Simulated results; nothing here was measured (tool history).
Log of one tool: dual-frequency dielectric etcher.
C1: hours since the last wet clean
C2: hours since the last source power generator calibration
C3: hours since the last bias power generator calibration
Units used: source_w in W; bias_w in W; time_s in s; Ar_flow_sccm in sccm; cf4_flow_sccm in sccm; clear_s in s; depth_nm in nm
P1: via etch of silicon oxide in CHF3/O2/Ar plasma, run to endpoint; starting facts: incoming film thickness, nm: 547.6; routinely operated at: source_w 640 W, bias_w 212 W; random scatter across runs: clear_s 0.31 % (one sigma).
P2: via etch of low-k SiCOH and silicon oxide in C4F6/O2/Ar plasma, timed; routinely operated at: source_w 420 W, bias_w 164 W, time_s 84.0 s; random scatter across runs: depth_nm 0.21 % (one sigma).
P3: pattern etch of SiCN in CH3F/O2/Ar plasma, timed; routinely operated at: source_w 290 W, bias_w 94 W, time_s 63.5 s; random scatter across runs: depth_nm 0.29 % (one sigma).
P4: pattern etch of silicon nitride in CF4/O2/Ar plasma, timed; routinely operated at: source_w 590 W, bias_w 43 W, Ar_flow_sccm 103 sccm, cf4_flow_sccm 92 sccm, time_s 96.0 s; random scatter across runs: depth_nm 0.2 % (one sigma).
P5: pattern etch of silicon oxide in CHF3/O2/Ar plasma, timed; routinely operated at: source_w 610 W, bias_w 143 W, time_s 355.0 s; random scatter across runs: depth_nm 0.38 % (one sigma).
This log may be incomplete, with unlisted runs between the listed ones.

run 1 hour=2.2 | process=P1 source_w=640 bias_w=212 | C1=184.7 C2=987.6 C3=3194.3 | clear_s=255.73
run 2 hour=5.9 | process=P2 source_w=420 bias_w=131 time_s=84.0 | C1=188.4 C2=991.3 C3=3198.0 | depth_nm=212.810
run 3 hour=10.0 | process=P4 source_w=350 bias_w=43 time_s=96.0 Ar_flow_sccm=103 cf4_flow_sccm=92 | C1=192.5 C2=995.4 C3=3202.1 | depth_nm=126.580
run 4 hour=14.2 | process=P4 source_w=590 bias_w=25 time_s=96.0 Ar_flow_sccm=103 cf4_flow_sccm=92 | C1=196.7 C2=999.6 C3=3206.3 | depth_nm=166.310
run 5 hour=18.0 | process=P1 source_w=640 bias_w=167 | C1=200.5 C2=1003.4 C3=3210.1 | clear_s=276.99
run 6 hour=22.4 | process=P5 source_w=610 bias_w=143 time_s=355.0 | C1=204.9 C2=1007.8 C3=3214.5 | depth_nm=647.810
run 7 hour=25.8 | process=P3 source_w=290 bias_w=55 time_s=63.5 | C1=208.3 C2=1011.2 C3=3217.9 | depth_nm=18.830
run 8 hour=29.6 | process=P1 source_w=640 bias_w=212 | C1=212.1 C2=1015.0 C3=3221.7 | clear_s=254.77
run 9 hour=33.6 | process=P1 source_w=640 bias_w=212 | C1=216.1 C2=1019.0 C3=3225.7 | clear_s=256.33
run 10 hour=36.3 | process=P4 source_w=590 bias_w=43 time_s=140.0 Ar_flow_sccm=103 cf4_flow_sccm=92 | C1=218.8 C2=1021.7 C3=3228.4 | depth_nm=291.140
run 11 hour=38.4 | process=P3 source_w=290 bias_w=94 time_s=90.5 | C1=220.9 C2=1023.8 C3=3230.5 | depth_nm=32.801
run 12 hour=42.7 | process=P2 source_w=420 bias_w=164 time_s=84.0 | C1=225.2 C2=1028.1 C3=3234.8 | depth_nm=227.840
run 13 hour=46.7 | process=P4 source_w=590 bias_w=43 time_s=96.0 Ar_flow_sccm=74 cf4_flow_sccm=92 | C1=229.2 C2=1032.1 C3=3238.8 | depth_nm=208.760
run 14 hour=50.5 | process=P3 source_w=200 bias_w=94 time_s=63.5 | C1=233.0 C2=1035.9 C3=3242.6 | depth_nm=20.008
run 15 hour=54.7 | process=P1 source_w=640 bias_w=212 | C1=237.2 C2=1040.1 C3=3246.8 | clear_s=255.38
run 16 hour=56.9 | process=P5 source_w=610 bias_w=143 time_s=529.5 | C1=239.4 C2=1042.3 C3=3249.0 | depth_nm=973.810
run 17 hour=61.2 | process=P1 source_w=500 bias_w=212 | C1=243.7 C2=1046.6 C3=3253.3 | clear_s=280.19
run 18 hour=63.3 | process=P2 source_w=270 bias_w=164 time_s=84.0 | C1=245.8 C2=1048.7 C3=3255.4 | depth_nm=191.570
run 19 hour=65.3 | process=P5 source_w=360 bias_w=143 time_s=355.0 | C1=247.8 C2=1050.7 C3=3257.4 | depth_nm=531.740
-- hour=66.9 wet clean of the chamber
run 20 hour=67.9 | process=P2 source_w=420 bias_w=164 time_s=55.5 | C1=1.1 C2=1053.3 C3=3260.0 | depth_nm=150.050
run 21 hour=70.1 | process=P1 source_w=640 bias_w=250 | C1=3.3 C2=1055.5 C3=3262.2 | clear_s=241.90
run 22 hour=72.2 | process=P3 source_w=290 bias_w=94 time_s=63.5 | C1=5.4 C2=1057.6 C3=3264.3 | depth_nm=22.854
run 23 hour=76.5 | process=P1 source_w=810 bias_w=212 | C1=9.7 C2=1061.9 C3=3268.6 | clear_s=232.32
run 24 hour=80.6 | process=P1 source_w=640 bias_w=212 | C1=13.8 C2=1066.0 C3=3272.7 | clear_s=254.92
run 25 hour=84.2 | process=P4 source_w=590 bias_w=43 time_s=96.0 Ar_flow_sccm=103 cf4_flow_sccm=92 | C1=17.4 C2=1069.6 C3=3276.3 | depth_nm=199.830
run 26 hour=86.7 | process=P1 source_w=450 bias_w=138 | C1=19.9 C2=1072.1 C3=3278.8 | clear_s=336.57
run 27 hour=91.1 | process=P1 source_w=640 bias_w=212 | C1=24.3 C2=1076.5 C3=3283.2 | clear_s=256.78
run 28 hour=95.1 | process=P4 source_w=590 bias_w=43 time_s=96.0 Ar_flow_sccm=103 cf4_flow_sccm=60 | C1=28.3 C2=1080.5 C3=3287.2 | depth_nm=188.220
run 29 hour=97.8 | process=P5 source_w=610 bias_w=201 time_s=355.0 | C1=31.0 C2=1083.2 C3=3289.9 | depth_nm=727.510
run 30 hour=99.9 | process=P1 source_w=640 bias_w=212 | C1=33.1 C2=1085.3 C3=3292.0 | clear_s=254.61
run 31 hour=102.7 | process=P1 source_w=640 bias_w=212 | C1=35.9 C2=1088.1 C3=3294.8 | clear_s=255.48

Predict the results of run 32:
run 32 hour=105.1 | process=P1 source_w=640 bias_w=212 | C1=38.3 C2=1090.5 C3=3297.2 | clear_s=?

{"run 32": {"clear_s": 254.44}}
